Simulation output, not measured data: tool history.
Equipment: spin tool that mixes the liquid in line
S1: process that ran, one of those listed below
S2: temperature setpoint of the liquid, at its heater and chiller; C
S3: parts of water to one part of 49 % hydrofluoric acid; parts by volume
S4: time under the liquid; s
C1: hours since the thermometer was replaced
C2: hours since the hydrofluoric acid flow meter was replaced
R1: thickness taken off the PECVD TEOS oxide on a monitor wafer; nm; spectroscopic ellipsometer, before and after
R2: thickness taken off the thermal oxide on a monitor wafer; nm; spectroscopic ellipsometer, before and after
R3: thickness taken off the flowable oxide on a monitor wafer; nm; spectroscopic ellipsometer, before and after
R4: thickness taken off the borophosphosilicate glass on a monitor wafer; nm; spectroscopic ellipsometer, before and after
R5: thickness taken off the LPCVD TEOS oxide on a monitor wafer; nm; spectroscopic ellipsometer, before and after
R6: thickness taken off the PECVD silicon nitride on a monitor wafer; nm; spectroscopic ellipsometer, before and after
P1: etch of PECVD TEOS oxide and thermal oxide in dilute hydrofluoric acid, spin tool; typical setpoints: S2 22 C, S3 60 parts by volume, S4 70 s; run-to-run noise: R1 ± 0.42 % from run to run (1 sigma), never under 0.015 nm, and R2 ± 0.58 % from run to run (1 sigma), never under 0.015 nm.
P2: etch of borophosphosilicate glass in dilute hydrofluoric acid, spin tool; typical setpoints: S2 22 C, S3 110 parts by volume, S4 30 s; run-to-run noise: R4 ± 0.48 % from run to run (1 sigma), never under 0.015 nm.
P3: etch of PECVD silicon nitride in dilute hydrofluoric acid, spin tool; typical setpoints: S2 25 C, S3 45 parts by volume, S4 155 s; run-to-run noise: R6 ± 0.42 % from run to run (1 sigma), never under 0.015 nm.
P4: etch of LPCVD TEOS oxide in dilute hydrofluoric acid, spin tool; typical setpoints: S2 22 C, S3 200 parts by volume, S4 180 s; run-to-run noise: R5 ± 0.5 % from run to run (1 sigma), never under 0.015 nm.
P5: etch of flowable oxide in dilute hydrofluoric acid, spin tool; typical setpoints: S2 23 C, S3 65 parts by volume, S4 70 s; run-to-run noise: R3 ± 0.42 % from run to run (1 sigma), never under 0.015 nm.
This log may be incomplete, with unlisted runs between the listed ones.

{"run": 1, "day": 0.129, "S1": "P1", "S2": 22, "S3": 60, "S4": 70, "C1": 1429.7, "C2": 351.5, "R1": 17.12, "R2": 5.2363}
{"run": 2, "day": 0.338, "S1": "P5", "S2": 26.5, "S3": 65, "S4": 70, "C1": 1434.7, "C2": 356.5, "R3": 33.819}
{"run": 3, "day": 0.517, "S1": "P2", "S2": 22, "S3": 110, "S4": 30, "C1": 1439, "C2": 360.8, "R4": 11.894}
{"run": 4, "day": 0.633, "S1": "P1", "S2": 25.5, "S3": 60, "S4": 40, "C1": 1441.8, "C2": 363.6, "R1": 11.063, "R2": 3.4717}
{"run": 5, "day": 0.762, "S1": "P5", "S2": 23, "S3": 110, "S4": 70, "C1": 1444.9, "C2": 366.7, "R3": 16.491}
{"run": 6, "day": 0.862, "S1": "P4", "S2": 22, "S3": 200, "S4": 40, "C1": 1447.3, "C2": 369.1, "R5": 2.7452}
{"run": 7, "day": 0.975, "S1": "P2", "S2": 22, "S3": 110, "S4": 15, "C1": 1450, "C2": 371.8, "R4": 5.9357}
{"run": 8, "day": 1.104, "S1": "P2", "S2": 17, "S3": 110, "S4": 30, "C1": 1453.1, "C2": 374.9, "R4": 9.6274}
{"run": 9, "day": 1.267, "S1": "P1", "S2": 22, "S3": 60, "S4": 70, "C1": 1457, "C2": 378.8, "R1": 17.016, "R2": 5.2465}
{"run": 10, "day": 1.408, "S1": "P5", "S2": 23, "S3": 65, "S4": 70, "C1": 1460.4, "C2": 382.2, "R3": 29.278}
{"run": 11, "day": 1.621, "S1": "P1", "S2": 22, "S3": 60, "S4": 70, "C1": 1465.5, "C2": 387.3, "R1": 16.995, "R2": 5.2247}
{"run": 12, "day": 1.792, "S1": "P4", "S2": 22, "S3": 200, "S4": 180, "C1": 1469.6, "C2": 391.4, "R5": 12.419}
{"run": 13, "day": 1.95, "S1": "P3", "S2": 25, "S3": 45, "S4": 275, "C1": 1473.4, "C2": 395.2, "R6": 20.871}
{"run": 14, "day": 2.129, "S1": "P1", "S2": 27, "S3": 20, "S4": 70, "C1": 1477.7, "C2": 399.5, "R1": 66.619, "R2": 20.25}
{"run": 15, "day": 2.342, "S1": "P1", "S2": 22, "S3": 35, "S4": 105, "C1": 1482.8, "C2": 404.6, "R1": 45.124, "R2": 13.935}
{"run": 16, "day": 2.546, "S1": "P1", "S2": 17.5, "S3": 60, "S4": 70, "C1": 1487.7, "C2": 409.5, "R1": 13.914, "R2": 4.3542}
{"run": 17, "day": 2.746, "S1": "P4", "S2": 22, "S3": 35, "S4": 180, "C1": 1492.5, "C2": 414.3, "R5": 85.572}
{"run": 18, "day": 2.946, "S1": "P1", "S2": 22, "S3": 60, "S4": 70, "C1": 1497.3, "C2": 419.1, "R1": 16.896, "R2": 5.2716}
{"run": 19, "day": 3.121, "S1": "P1", "S2": 22, "S3": 35, "S4": 70, "C1": 1501.5, "C2": 423.3, "R1": 30.182, "R2": 9.2559}
{"run": 20, "day": 3.229, "S1": "P1", "S2": 22, "S3": 60, "S4": 130, "C1": 1504.1, "C2": 425.9, "R1": 31.352, "R2": 9.7129}
{"run": 21, "day": 3.362, "S1": "P1", "S2": 27, "S3": 60, "S4": 70, "C1": 1507.3, "C2": 429.1, "R1": 20.792, "R2": 6.3657}
{"run": 22, "day": 3.471, "S1": "P4", "S2": 17, "S3": 200, "S4": 180, "C1": 1509.9, "C2": 431.7, "R5": 10.2}
{"run": 23, "day": 3.688, "S1": "P5", "S2": 23, "S3": 65, "S4": 15, "C1": 1515.1, "C2": 436.9, "R3": 6.2785}
{"run": 24, "day": 3.825, "S1": "P1", "S2": 22, "S3": 100, "S4": 70, "C1": 1518.4, "C2": 440.2, "R1": 9.7316, "R2": 2.9764}
{"run": 25, "day": 3.971, "S1": "P1", "S2": 22, "S3": 60, "S4": 70, "C1": 1521.9, "C2": 443.7, "R1": 16.991, "R2": 5.2258}
{"run": 26, "day": 4.083, "S1": "P2", "S2": 22, "S3": 110, "S4": 30, "C1": 1524.6, "C2": 446.4, "R4": 11.864}
{"run": 27, "day": 4.192, "S1": "P1", "S2": 22, "S3": 60, "S4": 30, "C1": 1527.2, "C2": 449, "R1": 7.2797, "R2": 2.2205}
{"run": 28, "day": 4.408, "S1": "P2", "S2": 22, "S3": 200, "S4": 30, "C1": 1532.4, "C2": 454.2, "R4": 5.9268}
{"run": 29, "day": 4.596, "S1": "P4", "S2": 22, "S3": 200, "S4": 180, "C1": 1536.9, "C2": 458.7, "R5": 12.419}
{"run": 30, "day": 4.775, "S1": "P3", "S2": 25, "S3": 45, "S4": 155, "C1": 1541.2, "C2": 463, "R6": 11.832}
{"run": 31, "day": 4.912, "S1": "P1", "S2": 22, "S3": 60, "S4": 70, "C1": 1544.5, "C2": 466.3, "R1": 17.031, "R2": 5.2314}
{"run": 32, "day": 5.104, "S1": "P3", "S2": 25, "S3": 20, "S4": 155, "C1": 1549.1, "C2": 470.9, "R6": 25.928}
{"run": 33, "day": 5.25, "S1": "P3", "S2": 25, "S3": 45, "S4": 155, "C1": 1552.6, "C2": 474.4, "R6": 11.821}
{"run": 34, "day": 5.362, "S1": "P3", "S2": 18.5, "S3": 45, "S4": 155, "C1": 1555.3, "C2": 477.1, "R6": 7.5951}
{"run": 35, "day": 5.533, "S1": "P1", "S2": 22, "S3": 60, "S4": 70, "C1": 1559.4, "C2": 481.2, "R1": 16.981, "R2": 5.189}
{"run": 36, "day": 5.704, "S1": "P1", "S2": 22, "S3": 60, "S4": 70, "C1": 1563.5, "C2": 485.3, "R1": 16.432, "R2": 5.1135}
{"run": 37, "day": 5.888, "S1": "P1", "S2": 22, "S3": 60, "S4": 70, "C1": 1567.9, "C2": 489.7, "R1": 16.223, "R2": 4.9666}
{"run": 38, "day": 6.046, "S1": "P1", "S2": 22, "S3": 60, "S4": 70, "C1": 1571.7, "C2": 493.5, "R1": 16.037, "R2": 4.9188}
{"run": 39, "day": 6.258, "S1": "P1", "S2": 22, "S3": 60, "S4": 70, "C1": 1576.8, "C2": 498.6, "R1": 15.794, "R2": 4.834}
{"run": 40, "day": 6.471, "S1": "P1", "S2": 22, "S3": 60, "S4": 70, "C1": 1581.9, "C2": 503.7, "R1": 15.733, "R2": 4.8674}
{"run": 41, "day": 6.608, "S1": "P1", "S2": 22, "S3": 60, "S4": 70, "C1": 1585.2, "C2": 507, "R1": 15.704, "R2": 4.8649}
{"run": 42, "day": 6.792, "S1": "P1", "S2": 22, "S3": 60, "S4": 70, "C1": 1589.6, "C2": 511.4, "R1": 15.516, "R2": 4.7986}
{"run": 43, "day": 6.912, "S1": "P1", "S2": 22, "S3": 60, "S4": 70, "C1": 1592.5, "C2": 514.3, "R1": 15.591, "R2": 4.7973}
{"run": 44, "day": 7.012, "S1": "P1", "S2": 22, "S3": 60, "S4": 70, "C1": 1594.9, "C2": 516.7, "R1": 15.519, "R2": 4.7834}

For run 45, what comes out?
{"run": 45, "day": 7.188, "S1": "P1", "S2": 22, "S3": 60, "S4": 70, "C1": 1599.1, "C2": 520.9, "R1": "?", "R2": "?"}

For run 45 the tool returned R1 15.621 nm, R2 4.7892 nm.
